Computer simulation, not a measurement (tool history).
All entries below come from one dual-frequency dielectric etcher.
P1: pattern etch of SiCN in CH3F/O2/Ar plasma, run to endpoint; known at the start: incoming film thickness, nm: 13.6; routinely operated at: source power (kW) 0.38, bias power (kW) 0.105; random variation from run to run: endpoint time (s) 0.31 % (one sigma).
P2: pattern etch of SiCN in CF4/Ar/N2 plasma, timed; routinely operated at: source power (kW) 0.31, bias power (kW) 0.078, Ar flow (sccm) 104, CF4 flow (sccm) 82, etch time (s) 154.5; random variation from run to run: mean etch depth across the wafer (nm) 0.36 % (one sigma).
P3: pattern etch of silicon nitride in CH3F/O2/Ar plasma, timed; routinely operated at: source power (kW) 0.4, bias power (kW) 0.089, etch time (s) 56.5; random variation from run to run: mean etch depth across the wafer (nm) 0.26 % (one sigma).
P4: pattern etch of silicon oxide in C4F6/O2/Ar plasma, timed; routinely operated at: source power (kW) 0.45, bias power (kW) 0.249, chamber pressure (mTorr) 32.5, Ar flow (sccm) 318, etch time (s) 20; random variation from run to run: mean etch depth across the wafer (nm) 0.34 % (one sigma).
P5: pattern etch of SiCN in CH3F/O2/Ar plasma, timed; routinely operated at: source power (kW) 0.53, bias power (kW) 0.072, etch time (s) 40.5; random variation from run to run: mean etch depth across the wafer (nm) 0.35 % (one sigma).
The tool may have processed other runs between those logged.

run,hour,process that ran,source power (kW),bias power (kW),Ar flow (sccm),CF4 flow (sccm),etch time (s),chamber pressure (mTorr),endpoint time (s),mean etch depth across the wafer (nm)
1,13.5,P1,0.38,0.105,,,,,32.239,
2,27.6,P2,0.31,0.078,104,82,104.5,,,67.983
3,46.6,P2,0.31,0.078,70,82,154.5,,,105.47
4,65.3,P2,0.31,0.078,104,82,154.5,,,100.67
5,77.5,P1,0.38,0.105,,,,,32.458,
6,91.4,P1,0.38,0.105,,,,,32.436,
7,103,P4,0.45,0.155,318,,20,32.5,,62.123
8,118.9,P1,0.24,0.105,,,,,38.396,
9,131.2,P4,0.45,0.249,426,,20,32.5,,69.974
10,139.9,P1,0.38,0.105,,,,,32.414,
11,158,P4,0.45,0.249,318,,20,38.5,,71.002
12,177.2,P1,0.38,0.13,,,,,29.679,
13,192.9,P4,0.45,0.249,318,,11,32.5,,39.953
14,206.9,P1,0.53,0.105,,,,,28.626,
15,218.6,P3,0.4,0.089,,,74.5,,,54.253
16,230.2,P3,0.4,0.089,,,56.5,,,41.12
17,238.9,P5,0.53,0.072,,,40.5,,,16.989
18,254.5,P2,0.31,0.078,104,112,154.5,,,104.55
19,264.8,P4,0.27,0.249,318,,20,32.5,,59.881
20,283.5,P5,0.53,0.072,,,40.5,,,17.02
21,292.8,P2,0.31,0.078,104,82,154.5,,,101.3
22,304,P2,0.31,0.106,104,82,154.5,,,112.08
23,314.5,P5,0.36,0.072,,,40.5,,,14.579
24,324.7,P1,0.38,0.105,,,,,32.535,
25,338.8,P4,0.45,0.249,318,,20,32.5,,72.457
26,355.4,P2,0.39,0.078,104,82,154.5,,,122.52
27,373.5,P1,0.38,0.105,,,,,32.241,
28,386.9,P3,0.26,0.089,,,56.5,,,35.059
29,400.1,P1,0.38,0.07,,,,,37.755,
30,410.5,P1,0.53,0.064,,,,,33.948,
31,424.9,P3,0.4,0.089,,,56.5,,,41.207
32,442.1,P5,0.53,0.072,,,60,,,25.092
33,460.7,P5,0.53,0.093,,,40.5,,,18.608
34,470.8,P3,0.4,0.062,,,56.5,,,36.256
35,479.2,P4,0.45,0.249,318,,20,32.5,,72.541

Predict the results of run 36:
36,487.5,P1,0.38,0.105,,,,,?,

Run 36 gave endpoint time (s) 32.272.
